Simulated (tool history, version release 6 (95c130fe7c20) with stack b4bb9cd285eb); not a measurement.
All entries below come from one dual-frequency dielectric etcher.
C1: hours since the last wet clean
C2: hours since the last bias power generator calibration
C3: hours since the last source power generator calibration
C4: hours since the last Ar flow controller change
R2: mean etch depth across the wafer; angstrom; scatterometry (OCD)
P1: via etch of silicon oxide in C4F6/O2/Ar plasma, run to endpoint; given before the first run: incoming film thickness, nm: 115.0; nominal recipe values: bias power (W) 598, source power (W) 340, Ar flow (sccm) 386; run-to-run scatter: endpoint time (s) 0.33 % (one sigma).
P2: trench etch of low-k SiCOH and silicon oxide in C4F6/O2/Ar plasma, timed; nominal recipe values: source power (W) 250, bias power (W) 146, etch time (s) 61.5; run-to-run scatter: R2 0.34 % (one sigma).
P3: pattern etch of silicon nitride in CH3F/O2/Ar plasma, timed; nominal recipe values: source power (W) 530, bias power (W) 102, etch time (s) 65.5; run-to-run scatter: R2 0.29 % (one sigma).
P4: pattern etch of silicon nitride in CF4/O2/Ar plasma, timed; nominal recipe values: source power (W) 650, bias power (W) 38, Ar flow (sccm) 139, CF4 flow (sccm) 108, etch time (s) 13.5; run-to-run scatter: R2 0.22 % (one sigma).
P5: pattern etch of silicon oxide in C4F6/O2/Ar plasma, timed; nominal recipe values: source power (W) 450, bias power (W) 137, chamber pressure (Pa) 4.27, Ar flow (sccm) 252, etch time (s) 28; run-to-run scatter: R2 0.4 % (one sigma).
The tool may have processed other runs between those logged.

{"run": 1, "hour": 11.2, "process that ran": "P1", "bias power (W)": 598, "source power (W)": 340, "Ar flow (sccm)": 386, "C1": 445.6, "C2": 644.5, "C3": 659.9, "C4": 361.8, "endpoint time (s)": 26.515}
{"run": 2, "hour": 24.9, "process that ran": "P4", "bias power (W)": 49, "source power (W)": 650, "Ar flow (sccm)": 139, "CF4 flow (sccm)": 108, "etch time (s)": 13.5, "C1": 459.3, "C2": 658.2, "C3": 673.6, "C4": 375.5, "R2": 310.34}
{"run": 3, "hour": 39.8, "process that ran": "P2", "bias power (W)": 146, "source power (W)": 340, "etch time (s)": 61.5, "C1": 474.2, "C2": 673.1, "C3": 688.5, "C4": 390.4, "R2": 1726.2}
{"run": 4, "hour": 55.3, "process that ran": "P4", "bias power (W)": 38, "source power (W)": 650, "Ar flow (sccm)": 139, "CF4 flow (sccm)": 108, "etch time (s)": 13.5, "C1": 489.7, "C2": 688.6, "C3": 704, "C4": 405.9, "R2": 282.84}
{"run": 5, "hour": 64.0, "process that ran": "P1", "bias power (W)": 598, "source power (W)": 340, "Ar flow (sccm)": 386, "C1": 498.4, "C2": 697.3, "C3": 712.7, "C4": 414.6, "endpoint time (s)": 26.476}
{"run": 6, "hour": 79.7, "process that ran": "P1", "bias power (W)": 598, "source power (W)": 340, "Ar flow (sccm)": 480, "C1": 514.1, "C2": 713, "C3": 728.4, "C4": 430.3, "endpoint time (s)": 27.205}
{"run": 7, "hour": 94.7, "process that ran": "P4", "bias power (W)": 38, "source power (W)": 650, "Ar flow (sccm)": 139, "CF4 flow (sccm)": 89, "etch time (s)": 13.5, "C1": 529.1, "C2": 728, "C3": 743.4, "C4": 445.3, "R2": 275.07}
{"run": 8, "hour": 104.6, "process that ran": "P1", "bias power (W)": 598, "source power (W)": 410, "Ar flow (sccm)": 386, "C1": 539, "C2": 737.9, "C3": 753.3, "C4": 455.2, "endpoint time (s)": 24.879}
{"run": 9, "hour": 120.2, "process that ran": "P3", "bias power (W)": 102, "source power (W)": 530, "etch time (s)": 65.5, "C1": 554.6, "C2": 753.5, "C3": 768.9, "C4": 470.8, "R2": 588.41}
{"run": 10, "hour": 138.8, "process that ran": "P5", "bias power (W)": 137, "source power (W)": 450, "Ar flow (sccm)": 252, "etch time (s)": 28, "chamber pressure (Pa)": 4.27, "C1": 573.2, "C2": 772.1, "C3": 787.5, "C4": 489.4, "R2": 868.26}
{"run": 11, "hour": 157.3, "process that ran": "P4", "bias power (W)": 38, "source power (W)": 820, "Ar flow (sccm)": 139, "CF4 flow (sccm)": 108, "etch time (s)": 13.5, "C1": 591.7, "C2": 790.6, "C3": 806, "C4": 507.9, "R2": 346.64}
{"run": 12, "hour": 174.7, "process that ran": "P5", "bias power (W)": 103, "source power (W)": 450, "Ar flow (sccm)": 252, "etch time (s)": 28, "chamber pressure (Pa)": 4.27, "C1": 609.1, "C2": 808, "C3": 823.4, "C4": 525.3, "R2": 794.79}
{"run": 13, "hour": 191.5, "process that ran": "P2", "bias power (W)": 191, "source power (W)": 250, "etch time (s)": 61.5, "C1": 625.9, "C2": 824.8, "C3": 840.2, "C4": 542.1, "R2": 1666.2}
{"run": 14, "hour": 204.8, "process that ran": "P4", "bias power (W)": 38, "source power (W)": 650, "Ar flow (sccm)": 112, "CF4 flow (sccm)": 108, "etch time (s)": 13.5, "C1": 639.2, "C2": 838.1, "C3": 853.5, "C4": 555.4, "R2": 292.53}
{"run": 15, "hour": 219.8, "process that ran": "P5", "bias power (W)": 137, "source power (W)": 450, "Ar flow (sccm)": 252, "etch time (s)": 21.5, "chamber pressure (Pa)": 4.27, "C1": 654.2, "C2": 853.1, "C3": 868.5, "C4": 570.4, "R2": 667.05}
{"run": 16, "hour": 230.8, "process that ran": "P1", "bias power (W)": 598, "source power (W)": 260, "Ar flow (sccm)": 386, "C1": 665.2, "C2": 864.1, "C3": 879.5, "C4": 581.4, "endpoint time (s)": 29.202}
{"run": 17, "hour": 242.4, "process that ran": "P1", "bias power (W)": 598, "source power (W)": 230, "Ar flow (sccm)": 315, "C1": 676.8, "C2": 875.7, "C3": 891.1, "C4": 593, "endpoint time (s)": 29.807}
{"run": 18, "hour": 260.3, "process that ran": "P1", "bias power (W)": 598, "source power (W)": 340, "Ar flow (sccm)": 386, "C1": 694.7, "C2": 893.6, "C3": 909, "C4": 610.9, "endpoint time (s)": 26.714}
{"run": 19, "hour": 268.7, "process that ran": "P2", "bias power (W)": 146, "source power (W)": 250, "etch time (s)": 61.5, "C1": 703.1, "C2": 902, "C3": 917.4, "C4": 619.3, "R2": 1526.9}
{"run": 20, "hour": 282.6, "process that ran": "P5", "bias power (W)": 137, "source power (W)": 450, "Ar flow (sccm)": 252, "etch time (s)": 28, "chamber pressure (Pa)": 6.07, "C1": 717, "C2": 915.9, "C3": 931.3, "C4": 633.2, "R2": 830.87}
{"run": 21, "hour": 300.0, "process that ran": "P1", "bias power (W)": 750, "source power (W)": 340, "Ar flow (sccm)": 386, "C1": 734.4, "C2": 933.3, "C3": 948.7, "C4": 650.6, "endpoint time (s)": 24.383}
{"run": 22, "hour": 310.1, "process that ran": "P1", "bias power (W)": 386, "source power (W)": 340, "Ar flow (sccm)": 386, "C1": 744.5, "C2": 943.4, "C3": 958.8, "C4": 660.7, "endpoint time (s)": 31.448}
{"run": 23, "hour": 320.1, "process that ran": "P2", "bias power (W)": 146, "source power (W)": 250, "etch time (s)": 86, "C1": 754.5, "C2": 953.4, "C3": 968.8, "C4": 670.7, "R2": 2143}
{"run": 24, "hour": 333.2, "process that ran": "P5", "bias power (W)": 137, "source power (W)": 450, "Ar flow (sccm)": 351, "etch time (s)": 28, "chamber pressure (Pa)": 4.27, "C1": 767.6, "C2": 966.5, "C3": 981.9, "C4": 683.8, "R2": 840.64}
{"run": 25, "hour": 343.4, "process that ran": "P4", "bias power (W)": 38, "source power (W)": 650, "Ar flow (sccm)": 139, "CF4 flow (sccm)": 108, "etch time (s)": 13.5, "C1": 777.8, "C2": 976.7, "C3": 992.1, "C4": 694, "R2": 283.18}
{"run": 26, "hour": 352.3, "process that ran": "P5", "bias power (W)": 137, "source power (W)": 450, "Ar flow (sccm)": 252, "etch time (s)": 28, "chamber pressure (Pa)": 4.27, "C1": 786.7, "C2": 985.6, "C3": 1001, "C4": 702.9, "R2": 868.21}
{"run": 27, "hour": 364.1, "process that ran": "P3", "bias power (W)": 124, "source power (W)": 530, "etch time (s)": 65.5, "C1": 798.5, "C2": 997.4, "C3": 1012.8, "C4": 714.7, "R2": 628.59}
{"run": 28, "hour": 373.6, "process that ran": "P3", "bias power (W)": 102, "source power (W)": 530, "etch time (s)": 65.5, "C1": 808, "C2": 1006.9, "C3": 1022.3, "C4": 724.2, "R2": 587.15}
{"run": 29, "hour": 391.0, "process that ran": "P1", "bias power (W)": 598, "source power (W)": 340, "Ar flow (sccm)": 386, "C1": 825.4, "C2": 1024.3, "C3": 1039.7, "C4": 741.6, "endpoint time (s)": 26.607}
{"run": 30, "hour": 401.4, "process that ran": "P5", "bias power (W)": 137, "source power (W)": 620, "Ar flow (sccm)": 252, "etch time (s)": 28, "chamber pressure (Pa)": 4.27, "C1": 835.8, "C2": 1034.7, "C3": 1050.1, "C4": 752, "R2": 990.17}
{"run": 31, "hour": 416.5, "process that ran": "P2", "bias power (W)": 146, "source power (W)": 250, "etch time (s)": 61.5, "C1": 850.9, "C2": 1049.8, "C3": 1065.2, "C4": 767.1, "R2": 1524.2}
{"run": 32, "hour": 431.8, "process that ran": "P3", "bias power (W)": 102, "source power (W)": 530, "etch time (s)": 36, "C1": 866.2, "C2": 1065.1, "C3": 1080.5, "C4": 782.4, "R2": 322.34}
{"run": 33, "hour": 442.2, "process that ran": "P3", "bias power (W)": 102, "source power (W)": 700, "etch time (s)": 65.5, "C1": 876.6, "C2": 1075.5, "C3": 1090.9, "C4": 792.8, "R2": 649.34}
{"run": 34, "hour": 457.2, "process that ran": "P4", "bias power (W)": 38, "source power (W)": 650, "Ar flow (sccm)": 139, "CF4 flow (sccm)": 108, "etch time (s)": 16.5, "C1": 891.6, "C2": 1090.5, "C3": 1105.9, "C4": 807.8, "R2": 345.34}
{"run": 35, "hour": 475.0, "process that ran": "P1", "bias power (W)": 598, "source power (W)": 340, "Ar flow (sccm)": 294, "C1": 909.4, "C2": 1108.3, "C3": 1123.7, "C4": 825.6, "endpoint time (s)": 25.674}
{"run": 36, "hour": 489.4, "process that ran": "P1", "bias power (W)": 598, "source power (W)": 340, "Ar flow (sccm)": 386, "C1": 923.8, "C2": 1122.7, "C3": 1138.1, "C4": 840, "endpoint time (s)": 26.494}
{"run": 37, "hour": 497.9, "process that ran": "P1", "bias power (W)": 598, "source power (W)": 340, "Ar flow (sccm)": 386, "C1": 932.3, "C2": 1131.2, "C3": 1146.6, "C4": 848.5, "endpoint time (s)": 26.291}
{"run": 38, "hour": 515.3, "process that ran": "P1", "bias power (W)": 598, "source power (W)": 340, "Ar flow (sccm)": 386, "C1": 949.7, "C2": 1148.6, "C3": 1164, "C4": 865.9, "endpoint time (s)": 26.428}
{"run": 39, "hour": 533.3, "process that ran": "P1", "bias power (W)": 598, "source power (W)": 340, "Ar flow (sccm)": 386, "C1": 967.7, "C2": 1166.6, "C3": 1182, "C4": 883.9, "endpoint time (s)": 26.199}
{"run": 40, "hour": 552.4, "process that ran": "P1", "bias power (W)": 598, "source power (W)": 340, "Ar flow (sccm)": 386, "C1": 986.8, "C2": 1185.7, "C3": 1201.1, "C4": 903, "endpoint time (s)": 26.194}
{"run": 41, "hour": 563.3, "process that ran": "P1", "bias power (W)": 598, "source power (W)": 340, "Ar flow (sccm)": 386, "C1": 997.7, "C2": 1196.6, "C3": 1212, "C4": 913.9, "endpoint time (s)": 26.136}
{"hour": 573.4, "done": "Ar flow controller replaced"}
{"run": 42, "hour": 582.6, "process that ran": "P1", "bias power (W)": 598, "source power (W)": 340, "Ar flow (sccm)": 386, "C1": 1017, "C2": 1215.9, "C3": 1231.3, "C4": 9.2, "endpoint time (s)": 26.169}
{"hour": 591.1, "done": "wet clean of the chamber"}
{"run": 43, "hour": 600.6, "process that ran": "P1", "bias power (W)": 598, "source power (W)": 340, "Ar flow (sccm)": 386, "C1": 9.5, "C2": 1233.9, "C3": 1249.3, "C4": 27.2, "endpoint time (s)": 26.09}
{"run": 44, "hour": 618.4, "process that ran": "P1", "bias power (W)": 598, "source power (W)": 340, "Ar flow (sccm)": 386, "C1": 27.3, "C2": 1251.7, "C3": 1267.1, "C4": 45, "endpoint time (s)": 25.979}
{"run": 45, "hour": 627.3, "process that ran": "P1", "bias power (W)": 598, "source power (W)": 340, "Ar flow (sccm)": 386, "C1": 36.2, "C2": 1260.6, "C3": 1276, "C4": 53.9, "endpoint time (s)": 26.146}

P1 has crept away from where it was. The log is fitted equally well by each of these 2 causes, at the sizes shown:
A: bias power that arrives over what is set, % = 4.3
B: source power that arrives over what is set, % = 4.56
Onset of the creep was near hour 489.4.
What rules out each remaining cause:
chamber walls in a state that raises the etch rate, %: serviced at hour 591.1, after the drift had started, without restoring the earlier output
Ar flow that arrives under what is set, %: serviced at hour 573.4, after the drift had started, without restoring the earlier output

Consider the 4 single-wafer check runs listed below, results given as question marks: which one distinguishes between the causes by giving clearly different results for each?
{"run": "check 1", "hour": 636.2, "process that ran": "P3", "bias power (W)": 102, "source power (W)": 530, "etch time (s)": 65.5, "R2": "?"}
{"run": "check 2", "hour": 636.2, "process that ran": "P4", "bias power (W)": 38, "source power (W)": 650, "Ar flow (sccm)": 139, "CF4 flow (sccm)": 108, "etch time (s)": 13.5, "R2": "?"}
{"run": "check 3", "hour": 636.2, "process that ran": "P2", "bias power (W)": 146, "source power (W)": 250, "etch time (s)": 61.5, "R2": "?"}
{"run": "check 4", "hour": 636.2, "process that ran": "P5", "bias power (W)": 137, "source power (W)": 450, "Ar flow (sccm)": 252, "etch time (s)": 28, "chamber pressure (Pa)": 4.27, "R2": "?"}

What each check would give under each cause:
check=check_1 result=R2 if_A=594.84 if_B=595.67
check=check_2 result=R2 if_A=287.51 if_B=294.5
check=check_3 result=R2 if_A=1552 if_B=1558.5
check=check_4 result=R2 if_A=880.08 if_B=884.75
Per-check spread between the two closest causes, in the result where they differ most: check 1 0.14 %; check 2 2.4 %; check 3 0.42 %; check 4 0.53 %
The other checks would show nearly matching results whichever cause is true, so check 2 is the only one that separates the causes.

The results of check 2 are: R2 287.69 angstrom. Based on these, which of the listed causes is it?

Of the candidate causes, it is A: bias power that arrives over what is set, %.
